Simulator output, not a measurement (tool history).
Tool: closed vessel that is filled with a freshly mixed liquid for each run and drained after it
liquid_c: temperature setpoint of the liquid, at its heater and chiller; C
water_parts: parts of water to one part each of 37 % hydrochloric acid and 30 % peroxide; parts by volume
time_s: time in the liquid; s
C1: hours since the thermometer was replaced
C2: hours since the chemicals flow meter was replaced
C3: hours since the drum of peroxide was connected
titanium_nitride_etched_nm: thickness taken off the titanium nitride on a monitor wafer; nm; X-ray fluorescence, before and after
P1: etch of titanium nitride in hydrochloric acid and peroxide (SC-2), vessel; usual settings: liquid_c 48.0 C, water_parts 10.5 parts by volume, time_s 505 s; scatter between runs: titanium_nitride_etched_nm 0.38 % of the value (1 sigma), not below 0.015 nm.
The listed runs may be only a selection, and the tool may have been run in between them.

{"run": 1, "day": 0.412, "liquid_c": 48.0, "water_parts": 10.5, "time_s": 505, "C1": 814.4, "C2": 601.5, "C3": 800.4, "titanium_nitride_etched_nm": 5.9187}
{"run": 2, "day": 0.792, "liquid_c": 48.0, "water_parts": 10.5, "time_s": 505, "C1": 823.5, "C2": 610.6, "C3": 809.5, "titanium_nitride_etched_nm": 5.9384}
{"run": 3, "day": 1.238, "liquid_c": 35.0, "water_parts": 10.5, "time_s": 505, "C1": 834.2, "C2": 621.3, "C3": 820.2, "titanium_nitride_etched_nm": 2.3837}
{"run": 4, "day": 1.45, "liquid_c": 48.0, "water_parts": 6.5, "time_s": 715, "C1": 839.3, "C2": 626.4, "C3": 825.3, "titanium_nitride_etched_nm": 12.422}
{"run": 5, "day": 1.692, "liquid_c": 48.0, "water_parts": 10.5, "time_s": 505, "C1": 845.1, "C2": 632.2, "C3": 831.1, "titanium_nitride_etched_nm": 5.9708}
{"run": 6, "day": 2.079, "liquid_c": 35.0, "water_parts": 10.5, "time_s": 785, "C1": 854.4, "C2": 641.5, "C3": 840.4, "titanium_nitride_etched_nm": 3.6715}
{"run": 7, "day": 2.508, "liquid_c": 48.0, "water_parts": 10.5, "time_s": 505, "C1": 864.7, "C2": 651.8, "C3": 850.7, "titanium_nitride_etched_nm": 5.9759}
{"run": 8, "day": 2.758, "liquid_c": 48.0, "water_parts": 10.5, "time_s": 505, "C1": 870.7, "C2": 657.8, "C3": 856.7, "titanium_nitride_etched_nm": 5.9337}
{"run": 9, "day": 3.133, "liquid_c": 48.0, "water_parts": 10.5, "time_s": 170, "C1": 879.7, "C2": 666.8, "C3": 865.7, "titanium_nitride_etched_nm": 1.9776}
{"run": 10, "day": 3.538, "liquid_c": 48.0, "water_parts": 10.5, "time_s": 1000, "C1": 889.4, "C2": 676.5, "C3": 875.4, "titanium_nitride_etched_nm": 11.765}
{"run": 11, "day": 3.929, "liquid_c": 48.0, "water_parts": 18.0, "time_s": 505, "C1": 898.8, "C2": 685.9, "C3": 884.8, "titanium_nitride_etched_nm": 3.7205}
{"run": 12, "day": 4.371, "liquid_c": 60.5, "water_parts": 10.5, "time_s": 505, "C1": 909.4, "C2": 696.5, "C3": 895.4, "titanium_nitride_etched_nm": 13.507}
{"run": 13, "day": 4.625, "liquid_c": 48.0, "water_parts": 4.0, "time_s": 505, "C1": 915.5, "C2": 702.6, "C3": 901.5, "titanium_nitride_etched_nm": 12.388}
{"run": 14, "day": 5.021, "liquid_c": 48.0, "water_parts": 10.5, "time_s": 505, "C1": 925.0, "C2": 712.1, "C3": 911.0, "titanium_nitride_etched_nm": 5.9172}
{"run": 15, "day": 5.279, "liquid_c": 48.0, "water_parts": 10.5, "time_s": 505, "C1": 931.2, "C2": 718.3, "C3": 917.2, "titanium_nitride_etched_nm": 5.9097}
{"run": 16, "day": 5.588, "liquid_c": 48.0, "water_parts": 10.5, "time_s": 505, "C1": 938.6, "C2": 725.7, "C3": 924.6, "titanium_nitride_etched_nm": 6.1034}
{"run": 17, "day": 5.796, "liquid_c": 48.0, "water_parts": 10.5, "time_s": 505, "C1": 943.6, "C2": 730.7, "C3": 929.6, "titanium_nitride_etched_nm": 6.2196}
{"run": 18, "day": 6.229, "liquid_c": 48.0, "water_parts": 10.5, "time_s": 505, "C1": 954.0, "C2": 741.1, "C3": 940.0, "titanium_nitride_etched_nm": 6.2988}
{"run": 19, "day": 6.567, "liquid_c": 48.0, "water_parts": 10.5, "time_s": 505, "C1": 962.1, "C2": 749.2, "C3": 948.1, "titanium_nitride_etched_nm": 6.4056}
{"run": 20, "day": 7.0, "liquid_c": 48.0, "water_parts": 10.5, "time_s": 505, "C1": 972.5, "C2": 759.6, "C3": 958.5, "titanium_nitride_etched_nm": 6.4496}

Forecast run 21:
{"run": 21, "day": 7.275, "liquid_c": 48.0, "water_parts": 10.5, "time_s": 505, "C1": 979.1, "C2": 766.2, "C3": 965.1, "titanium_nitride_etched_nm": "?"}

titanium_nitride_etched_nm: 6.4394 nm
